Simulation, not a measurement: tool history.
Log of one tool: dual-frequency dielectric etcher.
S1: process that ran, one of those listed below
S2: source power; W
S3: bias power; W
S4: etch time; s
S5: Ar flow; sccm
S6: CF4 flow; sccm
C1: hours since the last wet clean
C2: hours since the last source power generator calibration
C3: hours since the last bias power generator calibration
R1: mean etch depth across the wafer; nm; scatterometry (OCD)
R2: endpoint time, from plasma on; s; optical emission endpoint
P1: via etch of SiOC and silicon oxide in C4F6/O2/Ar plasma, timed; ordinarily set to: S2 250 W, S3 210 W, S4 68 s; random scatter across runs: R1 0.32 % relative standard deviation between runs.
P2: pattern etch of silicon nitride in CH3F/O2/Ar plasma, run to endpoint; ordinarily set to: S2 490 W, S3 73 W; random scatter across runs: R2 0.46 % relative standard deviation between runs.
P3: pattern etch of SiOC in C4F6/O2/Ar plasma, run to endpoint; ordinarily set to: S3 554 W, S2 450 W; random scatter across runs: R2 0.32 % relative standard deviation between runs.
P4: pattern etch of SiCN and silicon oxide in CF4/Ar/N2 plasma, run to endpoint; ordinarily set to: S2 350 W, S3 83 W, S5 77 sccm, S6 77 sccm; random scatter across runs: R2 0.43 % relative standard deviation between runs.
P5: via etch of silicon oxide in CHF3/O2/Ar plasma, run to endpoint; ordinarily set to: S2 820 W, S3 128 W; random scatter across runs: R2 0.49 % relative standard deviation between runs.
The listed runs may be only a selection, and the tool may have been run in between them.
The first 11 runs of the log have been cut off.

{"run": 12, "day": 5.929, "S1": "P1", "S2": 250, "S3": 210, "S4": 86, "C1": 314.4, "C2": 2130.7, "C3": 1519.1, "R1": 84.641}
{"run": 13, "day": 6.246, "S1": "P2", "S2": 320, "S3": 73, "C1": 322, "C2": 2138.3, "C3": 1526.7, "R2": 51.702}
{"run": 14, "day": 6.604, "S1": "P1", "S2": 250, "S3": 262, "S4": 68, "C1": 330.6, "C2": 2146.9, "C3": 1535.3, "R1": 72.435}
{"run": 15, "day": 6.925, "S1": "P3", "S2": 360, "S3": 554, "C1": 338.3, "C2": 2154.6, "C3": 1543, "R2": 14.74}
{"day": 7.412, "done": "bias power generator calibrated"}
{"run": 16, "day": 7.525, "S1": "P5", "S2": 500, "S3": 128, "C1": 352.7, "C2": 2169, "C3": 2.8, "R2": 396.99}
{"run": 17, "day": 7.846, "S1": "P4", "S2": 350, "S3": 83, "S5": 77, "S6": 77, "C1": 360.4, "C2": 2176.7, "C3": 10.5, "R2": 19.178}
{"run": 18, "day": 8.242, "S1": "P2", "S2": 490, "S3": 55, "C1": 369.9, "C2": 2186.2, "C3": 20, "R2": 48.484}
{"run": 19, "day": 8.629, "S1": "P5", "S2": 820, "S3": 128, "C1": 379.2, "C2": 2195.5, "C3": 29.3, "R2": 326.51}
{"run": 20, "day": 9.25, "S1": "P1", "S2": 250, "S3": 210, "S4": 68, "C1": 394.1, "C2": 2210.4, "C3": 44.2, "R1": 66.792}
{"day": 9.633, "done": "source power generator calibrated"}
{"run": 21, "day": 9.717, "S1": "P2", "S2": 490, "S3": 73, "C1": 405.3, "C2": 2, "C3": 55.4, "R2": 43.912}
{"run": 22, "day": 10.046, "S1": "P1", "S2": 250, "S3": 156, "S4": 68, "C1": 413.2, "C2": 9.9, "C3": 63.3, "R1": 60.711}
{"day": 10.529, "done": "wet clean of the chamber"}
{"run": 23, "day": 10.633, "S1": "P1", "S2": 250, "S3": 210, "S4": 38, "C1": 2.5, "C2": 24, "C3": 77.4, "R1": 37.492}
{"run": 24, "day": 11.196, "S1": "P4", "S2": 500, "S3": 83, "S5": 77, "S6": 77, "C1": 16, "C2": 37.5, "C3": 90.9, "R2": 13.815}
{"run": 25, "day": 11.717, "S1": "P5", "S2": 820, "S3": 128, "C1": 28.5, "C2": 50, "C3": 103.4, "R2": 325.42}
{"run": 26, "day": 12.183, "S1": "P1", "S2": 300, "S3": 210, "S4": 68, "C1": 39.7, "C2": 61.2, "C3": 114.6, "R1": 71.795}
{"run": 27, "day": 12.496, "S1": "P4", "S2": 350, "S3": 83, "S5": 77, "S6": 77, "C1": 47.2, "C2": 68.7, "C3": 122.1, "R2": 19.01}
{"run": 28, "day": 12.95, "S1": "P1", "S2": 300, "S3": 130, "S4": 68, "C1": 58.1, "C2": 79.6, "C3": 133, "R1": 61.42}
{"run": 29, "day": 13.512, "S1": "P1", "S2": 250, "S3": 210, "S4": 68, "C1": 71.6, "C2": 93.1, "C3": 146.5, "R1": 66.749}
{"run": 30, "day": 14.154, "S1": "P1", "S2": 250, "S3": 210, "S4": 68, "C1": 87, "C2": 108.5, "C3": 161.9, "R1": 66.671}

For run 31, what comes out?
{"run": 31, "day": 14.8, "S1": "P1", "S2": 250, "S3": 210, "S4": 68, "C1": 102.5, "C2": 124, "C3": 177.4, "R1": "?"}

R1: 66.564 nm
